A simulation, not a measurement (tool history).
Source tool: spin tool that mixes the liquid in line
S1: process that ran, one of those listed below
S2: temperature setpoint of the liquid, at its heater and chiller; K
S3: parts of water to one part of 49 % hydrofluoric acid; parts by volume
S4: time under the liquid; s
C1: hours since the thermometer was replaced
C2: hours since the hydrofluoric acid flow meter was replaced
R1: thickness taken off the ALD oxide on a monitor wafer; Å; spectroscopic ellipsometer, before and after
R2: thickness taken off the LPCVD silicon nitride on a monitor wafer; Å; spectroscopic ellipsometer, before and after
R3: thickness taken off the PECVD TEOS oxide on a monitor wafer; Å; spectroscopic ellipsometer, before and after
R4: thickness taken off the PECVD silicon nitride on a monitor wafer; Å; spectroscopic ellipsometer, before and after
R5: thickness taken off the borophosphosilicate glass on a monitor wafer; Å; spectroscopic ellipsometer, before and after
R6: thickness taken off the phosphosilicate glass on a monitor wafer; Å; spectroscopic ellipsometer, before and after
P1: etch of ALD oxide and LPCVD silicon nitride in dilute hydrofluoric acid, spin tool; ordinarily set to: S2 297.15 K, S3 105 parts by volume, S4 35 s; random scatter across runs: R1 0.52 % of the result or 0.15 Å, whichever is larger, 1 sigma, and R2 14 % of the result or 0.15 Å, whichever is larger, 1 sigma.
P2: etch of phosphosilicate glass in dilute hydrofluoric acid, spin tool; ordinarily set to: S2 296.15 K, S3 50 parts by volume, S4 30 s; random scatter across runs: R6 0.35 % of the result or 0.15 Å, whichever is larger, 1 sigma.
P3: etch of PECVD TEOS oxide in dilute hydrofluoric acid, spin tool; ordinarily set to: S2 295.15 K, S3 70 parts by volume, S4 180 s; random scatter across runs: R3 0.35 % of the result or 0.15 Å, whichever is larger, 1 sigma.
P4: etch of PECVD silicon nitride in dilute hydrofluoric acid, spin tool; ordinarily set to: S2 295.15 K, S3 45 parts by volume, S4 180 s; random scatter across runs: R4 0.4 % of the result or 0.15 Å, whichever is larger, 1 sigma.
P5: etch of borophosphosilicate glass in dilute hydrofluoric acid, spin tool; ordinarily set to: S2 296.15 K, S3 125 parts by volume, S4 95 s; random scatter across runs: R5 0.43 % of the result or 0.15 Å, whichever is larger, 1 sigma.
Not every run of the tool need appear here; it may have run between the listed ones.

| run | hour | S1 | S2 | S3 | S4 | C1 | C2 | R1 | R2 | R3 | R4 | R5 | R6 |
|---|---|---|---|---|---|---|---|---|---|---|---|---|---|
| 1 | 4.9 | P1 | 297.15 | 105 | 35 | 754.9 | 265.3 | 48.803 | 1.32940 |  |  |  |  |
| 2 | 14.0 | P3 | 295.15 | 70 | 180 | 764.0 | 274.4 |  |  | 273.42 |  |  |  |
| 3 | 21.0 | P4 | 290.15 | 45 | 180 | 771.0 | 281.4 |  |  |  | 114.870 |  |  |
| 4 | 26.6 | P5 | 296.15 | 125 | 95 | 776.6 | 287.0 |  |  |  |  | 186.630 |  |
| 5 | 31.5 | P2 | 296.15 | 70 | 30 | 781.5 | 291.9 |  |  |  |  |  | 626.93 |
| 6 | 38.7 | P3 | 290.15 | 70 | 180 | 788.7 | 299.1 |  |  | 222.66 |  |  |  |
| 7 | 49.8 | P1 | 290.65 | 105 | 35 | 799.8 | 310.2 | 36.983 | 1.34480 |  |  |  |  |
| 8 | 59.3 | P5 | 296.15 | 125 | 95 | 809.3 | 319.7 |  |  |  |  | 186.610 |  |
| 9 | 70.4 | P3 | 295.15 | 70 | 180 | 820.4 | 330.8 |  |  | 272.88 |  |  |  |
| 10 | 75.9 | P1 | 302.15 | 105 | 35 | 825.9 | 336.3 | 58.763 | 2.51630 |  |  |  |  |
| 11 | 87.0 | P4 | 295.15 | 45 | 290 | 837.0 | 347.4 |  |  |  | 262.850 |  |  |
| 12 | 93.9 | P1 | 297.15 | 105 | 35 | 843.9 | 354.3 | 48.362 | 2.18100 |  |  |  |  |
| 13 | 100.7 | P1 | 301.65 | 165 | 35 | 850.7 | 361.1 | 33.858 | 1.52810 |  |  |  |  |
| 14 | 110.4 | P5 | 290.15 | 125 | 95 | 860.4 | 370.8 |  |  |  |  | 145.850 |  |
| 15 | 116.9 | P3 | 295.15 | 35 | 180 | 866.9 | 377.3 |  |  | 569.26 |  |  |  |
| 16 | 126.8 | P5 | 296.15 | 180 | 95 | 876.8 | 387.2 |  |  |  |  | 122.070 |  |
| 17 | 135.7 | P4 | 295.15 | 45 | 180 | 885.7 | 396.1 |  |  |  | 162.970 |  |  |
| 18 | 145.3 | P1 | 297.15 | 105 | 15 | 895.3 | 405.7 | 20.849 | 0.50929 |  |  |  |  |
| 19 | 154.3 | P4 | 295.15 | 75 | 180 | 904.3 | 414.7 |  |  |  | 99.204 |  |  |
| 20 | 159.9 | P2 | 296.15 | 50 | 30 | 909.9 | 420.3 |  |  |  |  |  | 897.02 |
| 21 | 169.1 | P5 | 296.15 | 125 | 25 | 919.1 | 429.5 |  |  |  |  | 48.631 |  |
| 22 | 177.3 | P1 | 297.15 | 170 | 35 | 927.3 | 437.7 | 27.762 | 1.22870 |  |  |  |  |
| 23 | 187.6 | P2 | 290.65 | 50 | 30 | 937.6 | 448.0 |  |  |  |  |  | 711.01 |
| 24 | 193.4 | P2 | 296.15 | 50 | 30 | 943.4 | 453.8 |  |  |  |  |  | 892.45 |
| 25 | 201.4 | P1 | 297.15 | 105 | 35 | 951.4 | 461.8 | 48.314 | 1.96180 |  |  |  |  |
| 26 | 211.3 | P1 | 297.15 | 105 | 35 | 961.3 | 471.7 | 48.152 | 2.45410 |  |  |  |  |
| 27 | 221.1 | P1 | 303.65 | 180 | 35 | 971.1 | 481.5 | 32.482 | 1.90270 |  |  |  |  |
| 28 | 230.0 | P3 | 295.15 | 70 | 295 | 980.0 | 490.4 |  |  | 447.92 |  |  |  |
| 29 | 235.3 | P2 | 296.15 | 50 | 15 | 985.3 | 495.7 |  |  |  |  |  | 451.40 |
| 30 | 246.3 | P1 | 297.15 | 105 | 55 | 996.3 | 506.7 | 76.226 | 3.41630 |  |  |  |  |
| 31 | 252.2 | P1 | 297.15 | 40 | 35 | 1002.2 | 512.6 | 137.530 | 5.52320 |  |  |  |  |
| 32 | 260.4 | P1 | 297.15 | 105 | 35 | 1010.4 | 520.8 | 48.444 | 1.92730 |  |  |  |  |
| 33 | 270.9 | P4 | 295.15 | 45 | 180 | 1020.9 | 531.3 |  |  |  | 162.790 |  |  |
| 34 | 279.7 | P1 | 292.65 | 65 | 35 | 1029.7 | 540.1 | 68.459 | 2.33750 |  |  |  |  |
| 35 | 287.4 | P1 | 297.15 | 105 | 35 | 1037.4 | 547.8 | 48.601 | 2.20480 |  |  |  |  |
| 36 | 298.4 | P1 | 297.15 | 105 | 35 | 1048.4 | 558.8 | 49.534 | 2.41250 |  |  |  |  |
| 37 | 304.0 | P1 | 297.15 | 105 | 35 | 1054.0 | 564.4 | 50.398 | 1.13340 |  |  |  |  |
| 38 | 310.5 | P1 | 297.15 | 105 | 35 | 1060.5 | 570.9 | 49.951 | 2.14310 |  |  |  |  |
| 39 | 315.6 | P1 | 297.15 | 105 | 35 | 1065.6 | 576.0 | 50.396 | 1.75220 |  |  |  |  |
| 40 | 326.0 | P1 | 297.15 | 105 | 35 | 1076.0 | 586.4 | 50.701 | 2.61860 |  |  |  |  |
| 41 | 334.0 | P1 | 297.15 | 105 | 35 | 1084.0 | 594.4 | 50.359 | 1.95260 |  |  |  |  |
| 42 | 343.7 | P1 | 297.15 | 105 | 35 | 1093.7 | 604.1 | 51.133 | 2.24460 |  |  |  |  |
| 43 | 351.2 | P1 | 297.15 | 105 | 35 | 1101.2 | 611.6 | 51.388 | 1.81200 |  |  |  |  |
| 44 | 362.1 | P1 | 297.15 | 105 | 35 | 1112.1 | 622.5 | 51.687 | 2.90250 |  |  |  |  |
| 45 | 368.2 | P1 | 297.15 | 105 | 35 | 1118.2 | 628.6 | 50.719 | 1.96770 |  |  |  |  |
| 46 | 376.4 | P1 | 297.15 | 105 | 35 | 1126.4 | 636.8 | 51.235 | 2.17480 |  |  |  |  |

The output of P1 has drifted from where it used to be. Each of the 2 causes below, taken at the size shown beside it, accounts for the log equally well:
A: liquid hotter than its thermometer reads (K) = 1.39
B: hydrofluoric acid flow above the setpoint (%) = 4.95
Creep in the process output first set in at about hour 287.4.

The check runs listed below each take one wafer, and their results are still question marks. Under which run would the listed causes lead to clearly different results?
| check 1 | 384.6 | P5 | 296.15 | 125 | 95 |  |  |  |  |  |  | ? |  |
| check 2 | 384.6 | P3 | 295.15 | 70 | 180 |  |  |  |  | ? |  |  |  |
| check 3 | 384.6 | P4 | 295.15 | 45 | 180 |  |  |  |  |  | ? |  |  |
| check 4 | 384.6 | P2 | 296.15 | 50 | 30 |  |  |  |  |  |  |  | ? |

Outcome of each check run for each possible cause:
| check | result | if A | if B |
|---|---|---|---|
| check 1 | R5 | 197.420 | 197.610 |
| check 2 | R3 | 289.14 | 287.82 |
| check 3 | R4 | 179.660 | 171.250 |
| check 4 | R6 | 950.71 | 945.08 |
Gap, in per cent, between the two causes that each check separates least, read from the result that separates them most: check 1 0.1 %; check 2 0.46 %; check 3 4.79 %; check 4 0.59 %
Check 3 tells the causes apart: in the others they would give nearly the same result.

Check 3 was then run and gave: R4 170.490 Å. Which cause is it?

The cause is B: hydrofluoric acid flow above the setpoint (%).

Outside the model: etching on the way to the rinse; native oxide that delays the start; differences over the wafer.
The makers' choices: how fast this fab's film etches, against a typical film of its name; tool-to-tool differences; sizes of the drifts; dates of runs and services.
